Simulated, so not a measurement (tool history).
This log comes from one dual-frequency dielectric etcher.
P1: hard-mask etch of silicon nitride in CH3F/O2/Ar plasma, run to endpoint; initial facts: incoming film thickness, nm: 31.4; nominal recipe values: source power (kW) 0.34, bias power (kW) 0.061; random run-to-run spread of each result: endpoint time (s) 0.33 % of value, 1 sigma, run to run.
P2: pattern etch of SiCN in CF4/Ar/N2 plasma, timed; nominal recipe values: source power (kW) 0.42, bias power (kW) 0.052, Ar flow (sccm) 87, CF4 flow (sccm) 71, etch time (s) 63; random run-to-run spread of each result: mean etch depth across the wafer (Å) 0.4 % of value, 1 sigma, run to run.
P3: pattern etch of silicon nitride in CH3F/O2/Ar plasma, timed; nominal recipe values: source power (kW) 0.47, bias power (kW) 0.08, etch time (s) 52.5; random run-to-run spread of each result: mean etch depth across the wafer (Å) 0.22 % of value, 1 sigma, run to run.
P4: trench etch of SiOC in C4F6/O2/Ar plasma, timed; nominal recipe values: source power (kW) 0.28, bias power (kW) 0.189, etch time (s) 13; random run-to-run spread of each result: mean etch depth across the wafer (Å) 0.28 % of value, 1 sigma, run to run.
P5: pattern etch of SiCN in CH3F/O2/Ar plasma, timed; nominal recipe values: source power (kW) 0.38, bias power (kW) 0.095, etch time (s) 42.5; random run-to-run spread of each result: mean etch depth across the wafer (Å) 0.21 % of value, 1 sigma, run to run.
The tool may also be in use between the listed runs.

run,hour,process that ran,source power (kW),bias power (kW),etch time (s),Ar flow (sccm),CF4 flow (sccm),hours since the last wet clean,hours since the last source power generator calibration,hours since the last bias power generator calibration,endpoint time (s),mean etch depth across the wafer (Å)
1,2.4,P1,0.34,0.061,,,,244.9,2112,1215.6,51.694,
2,6.2,P1,0.34,0.061,,,,248.7,2115.8,1219.4,51.206,
3,8.1,P1,0.34,0.039,,,,250.6,2117.7,1221.3,59.215,
4,12,P4,0.28,0.144,13,,,254.5,2121.6,1225.2,,227.63
5,14.1,P5,0.38,0.095,61,,,256.6,2123.7,1227.3,,257.77
6,16.7,P3,0.47,0.108,52.5,,,259.2,2126.3,1229.9,,450.67
7,20.1,P4,0.28,0.189,13,,,262.6,2129.7,1233.3,,249.1
8,24,P5,0.46,0.095,42.5,,,266.5,2133.6,1237.2,,192.93
9,26.8,P3,0.62,0.08,52.5,,,269.3,2136.4,1240,,447.63
10,30,P2,0.32,0.052,63,87,71,272.5,2139.6,1243.2,,366.98
11,32,P1,0.34,0.08,,,,274.5,2141.6,1245.2,46.809,
12,34.8,P5,0.38,0.095,42.5,,,277.3,2144.4,1248,,179.12
13,38,P1,0.24,0.061,,,,280.5,2147.6,1251.2,58.677,
14,41.5,P1,0.42,0.061,,,,284,2151.1,1254.7,47.525,
15,45.2,P2,0.42,0.052,92,87,71,287.7,2154.8,1258.4,,678.17
16,47.8,P4,0.28,0.189,13,,,290.3,2157.4,1261,,247.54
17,50.9,P2,0.42,0.052,63,114,71,293.4,2160.5,1264.1,,447.83
18,54.7,P4,0.37,0.189,13,,,297.2,2164.3,1267.9,,275.78
19,57.5,P3,0.47,0.08,76.5,,,300,2167.1,1270.7,,587.25
20,61.6,P3,0.47,0.08,52.5,,,304.1,2171.2,1274.8,,404.14
21,63.5,P2,0.42,0.052,63,87,71,306,2173.1,1276.7,,463.68
22,66.7,P1,0.26,0.072,,,,309.2,2176.3,1279.9,53.658,
23,70.4,P2,0.42,0.052,63,87,71,312.9,2180,1283.6,,463.78
24,72.8,P3,0.47,0.08,52.5,,,315.3,2182.4,1286,,402.75
25,74.9,P5,0.38,0.095,42.5,,,317.4,2184.5,1288.1,,180.11
26,78.2,P2,0.42,0.072,63,87,71,320.7,2187.8,1291.4,,520.31
27,82.2,P2,0.42,0.052,63,87,95,324.7,2191.8,1295.4,,486.34
28,84.8,P1,0.34,0.061,,,,327.3,2194.4,1298,51.581,
29,88.6,P4,0.28,0.189,17,,,331.1,2198.2,1301.8,,324.59
30,92.5,P1,0.34,0.061,,,,335,2202.1,1305.7,51.22,
31,96.3,P1,0.27,0.041,,,,338.8,2205.9,1309.5,63.861,
32,100.3,P5,0.38,0.069,42.5,,,342.8,2209.9,1313.5,,159.1
33,104.1,P1,0.34,0.061,,,,346.6,2213.7,1317.3,51.142,
34,107.9,P1,0.34,0.061,,,,350.4,2217.5,1321.1,51.784,
35,110.2,P1,0.34,0.061,,,,352.7,2219.8,1323.4,51.689,
36,114,P1,0.34,0.061,,,,356.5,2223.6,1327.2,51.941,
37,118.1,P1,0.34,0.061,,,,360.6,2227.7,1331.3,52.188,
# hour 119.2: wet clean of the chamber
38,121.5,P1,0.34,0.061,,,,2.4,2231.1,1334.7,52.206,
39,123.5,P1,0.34,0.061,,,,4.4,2233.1,1336.7,51.995,
40,125.4,P1,0.34,0.061,,,,6.3,2235,1338.6,52.39,

The log shows P1 creeping away from where it was. Any of the 2 causes listed here, at the size stated for it, fits the log just as well as the others:
A: bias power that arrives under what is set, % = 4.88
B: source power that arrives under what is set, % = 4.26
The gradual shift began around hour 104.1.
All other causes, with the reason each is excluded:
chamber walls in a state that lowers the etch rate, %: serviced after onset, at hour 119.2, with no recovery of the prior output

You are offered 4 check runs, listed below with question marks in place of their results; each one averages 2 wafers. Which run separates the listed causes by giving clearly different results for each?
check 1,127.3,P3,0.47,0.08,52.5,,,,,,,?
check 2,127.3,P4,0.28,0.189,13,,,,,,,?
check 3,127.3,P2,0.42,0.052,63,87,71,,,,,?
check 4,127.3,P5,0.38,0.095,42.5,,,,,,,?

What every check run would give for each of its results, assuming each possible cause in turn:
check,result,if A,if B
check 1,mean etch depth across the wafer (Å),396.18,396.49
check 2,mean etch depth across the wafer (Å),244.1,243.99
check 3,mean etch depth across the wafer (Å),459.65,449.22
check 4,mean etch depth across the wafer (Å),175.89,176.35
Per check, the gap between the least separated pair of causes, taken in the result that splits them most: check 1 0.08 %; check 2 0.04 %; check 3 2.3 %; check 4 0.26 %
Check 3 tells the causes apart: in the others they would give nearly the same result.

Check 3 has now been run. It gave: mean etch depth across the wafer (Å) 461.06. Which of the candidate causes is it?

A is the cause: bias power that arrives under what is set, %.

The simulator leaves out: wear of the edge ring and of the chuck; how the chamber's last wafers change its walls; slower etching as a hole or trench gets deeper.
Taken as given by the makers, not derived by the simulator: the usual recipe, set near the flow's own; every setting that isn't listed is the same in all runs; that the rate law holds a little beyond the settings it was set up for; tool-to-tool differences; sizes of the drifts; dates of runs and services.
